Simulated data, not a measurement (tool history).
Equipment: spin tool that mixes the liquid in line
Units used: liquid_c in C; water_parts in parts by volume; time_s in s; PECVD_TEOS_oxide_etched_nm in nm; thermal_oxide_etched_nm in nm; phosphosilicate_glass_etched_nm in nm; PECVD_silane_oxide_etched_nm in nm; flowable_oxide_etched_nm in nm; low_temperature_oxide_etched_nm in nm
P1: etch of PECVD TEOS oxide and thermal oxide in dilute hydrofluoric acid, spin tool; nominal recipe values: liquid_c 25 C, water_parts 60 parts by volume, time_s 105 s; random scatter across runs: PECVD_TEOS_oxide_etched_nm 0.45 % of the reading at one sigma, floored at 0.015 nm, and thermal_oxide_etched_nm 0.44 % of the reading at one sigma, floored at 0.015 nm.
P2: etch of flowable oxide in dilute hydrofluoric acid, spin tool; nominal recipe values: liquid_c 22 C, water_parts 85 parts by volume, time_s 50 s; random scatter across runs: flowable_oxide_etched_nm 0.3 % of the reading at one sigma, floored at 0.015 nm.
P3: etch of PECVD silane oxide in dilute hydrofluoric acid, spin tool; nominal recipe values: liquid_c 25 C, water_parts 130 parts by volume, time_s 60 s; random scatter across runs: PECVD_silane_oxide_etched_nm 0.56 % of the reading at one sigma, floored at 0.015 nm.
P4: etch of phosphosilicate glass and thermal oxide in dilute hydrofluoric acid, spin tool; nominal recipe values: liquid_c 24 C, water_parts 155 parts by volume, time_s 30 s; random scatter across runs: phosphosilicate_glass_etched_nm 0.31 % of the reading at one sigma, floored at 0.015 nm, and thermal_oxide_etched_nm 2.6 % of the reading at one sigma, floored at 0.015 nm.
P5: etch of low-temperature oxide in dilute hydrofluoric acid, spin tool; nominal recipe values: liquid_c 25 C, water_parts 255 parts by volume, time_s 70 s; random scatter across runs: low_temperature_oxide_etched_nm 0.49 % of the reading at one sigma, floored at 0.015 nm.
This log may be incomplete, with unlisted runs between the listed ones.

run,day,process,liquid_c,water_parts,time_s,hours since the thermometer was replaced,hours since the hydrofluoric acid flow meter was replaced,PECVD_TEOS_oxide_etched_nm,thermal_oxide_etched_nm,phosphosilicate_glass_etched_nm,PECVD_silane_oxide_etched_nm,flowable_oxide_etched_nm,low_temperature_oxide_etched_nm
1,0.704,P1,25,60,105,212.5,768.3,21.293,10.168,,,,
2,1.121,P4,24,155,30,222.5,778.3,,0.86518,12.029,,,
3,1.538,P3,25,210,60,232.5,788.3,,,,7.5838,,
4,2.096,P1,25,60,105,245.9,801.7,21.213,10.172,,,,
5,2.5,P1,25,60,195,255.6,811.4,39.358,19.089,,,,
6,2.929,P4,17,155,30,265.9,821.7,,0.67957,9.08,,,
7,3.575,P1,25,60,105,281.4,837.2,21.263,10.215,,,,
8,4.062,P4,24,55,30,293.1,848.9,,2.7676,38.129,,,
9,4.408,P4,24,155,50,301.4,857.2,,1.3976,19.938,,,
10,5.129,P3,25,130,60,318.7,874.5,,,,13.586,,
# day 5.746: hydrofluoric acid flow meter replaced
11,5.854,P3,25,130,60,336.1,2.7,,,,13.388,,
12,6.492,P2,22,55,50,351.4,18,,,,,40.543,
13,7.054,P1,25,30,105,364.9,31.5,44.424,21.195,,,,
14,7.525,P2,27.5,85,50,376.2,42.8,,,,,31.542,
15,8.167,P1,25,60,15,391.6,58.2,3.0461,1.4757,,,,
# day 8.546: thermometer replaced
16,8.583,P1,21,60,105,1,68.2,18.092,8.5228,,,,
17,9.038,P5,25,255,25,11.9,79.1,,,,,,3.0259
18,9.504,P1,25,105,105,23.1,90.3,11.401,5.4652,,,,
19,10.112,P2,22,85,50,37.7,104.9,,,,,25.329,
20,10.733,P5,25,430,70,52.6,119.8,,,,,,4.2349
21,11.229,P1,25,60,105,64.5,131.7,21.187,10.192,,,,
22,11.925,P5,29,255,70,81.2,148.4,,,,,,9.7307
23,12.258,P2,22,85,100,89.2,156.4,,,,,50.858,
24,12.779,P3,17,130,60,101.7,168.9,,,,9.8631,,
25,13.338,P1,25,60,105,115.1,182.3,21.294,10.087,,,,
26,13.758,P3,25,130,15,125.2,192.4,,,,3.3466,,
27,14.45,P5,25,255,70,141.8,209,,,,,,8.4819
28,15.021,P1,32,60,105,155.5,222.7,27.975,13.49,,,,
29,15.475,P1,29.5,60,60,166.4,233.6,14.658,6.9393,,,,
30,16.067,P1,25,60,105,180.6,247.8,21.3,10.063,,,,
31,16.742,P1,25,60,105,196.8,264,21.777,10.492,,,,
32,17.312,P1,25,60,105,210.5,277.7,22.129,10.565,,,,
33,17.733,P1,25,60,105,220.6,287.8,22.238,10.68,,,,
34,18.125,P1,25,60,105,230,297.2,22.374,10.704,,,,
35,18.508,P1,25,60,105,239.2,306.4,22.669,10.747,,,,
36,18.833,P1,25,60,105,247,314.2,22.654,10.75,,,,
37,19.346,P1,25,60,105,259.3,326.5,22.62,10.848,,,,
38,19.988,P1,25,60,105,274.7,341.9,22.559,10.798,,,,
39,20.729,P1,25,60,105,292.5,359.7,22.686,10.964,,,,
40,21.346,P1,25,60,105,307.3,374.5,22.9,10.884,,,,
41,21.775,P1,25,60,105,317.6,384.8,22.923,10.942,,,,

The output of P1 has drifted from where it used to be. Each of the 2 causes below, taken at the size shown beside it, accounts for the log equally well:
A: hydrofluoric acid flow above the setpoint (%) = 6.54
B: liquid hotter than its thermometer reads (K) = 1.71
The onset of the drift is placed at about day 16.067.

You are offered 4 check runs, listed below with question marks in place of their results; each one averages 3 wafers. Which run separates the listed causes by giving clearly different results for each?
check 1,22.204,P2,26,85,100,,,,,,,?,
check 2,22.204,P4,17.5,155,30,,,,?,?,,,
check 3,22.204,P3,18,205,60,,,,,,?,,
check 4,22.204,P5,25,415,35,,,,,,,,?

Expected result of each check under each candidate cause:
check,result,if A,if B
check 1,flowable_oxide_etched_nm,63.913,63.691
check 2,thermal_oxide_etched_nm,0.7055,0.70291
check 2,phosphosilicate_glass_etched_nm,9.9729,9.9363
check 3,PECVD_silane_oxide_etched_nm,6.4769,6.4223
check 4,low_temperature_oxide_etched_nm,2.4397,2.3624
How far apart the two closest causes lie, in the result that separates them most: check 1 0.35 %; check 2 0.37 %; check 3 0.85 %; check 4 3.22 %
The other checks would show nearly matching results whichever cause is true, so check 4 is the only one that separates the causes.

Check 4 was carried out, with these results: low_temperature_oxide_etched_nm 2.4324 nm. Which of the listed causes is responsible?

Of the candidate causes, it is A: hydrofluoric acid flow above the setpoint (%).

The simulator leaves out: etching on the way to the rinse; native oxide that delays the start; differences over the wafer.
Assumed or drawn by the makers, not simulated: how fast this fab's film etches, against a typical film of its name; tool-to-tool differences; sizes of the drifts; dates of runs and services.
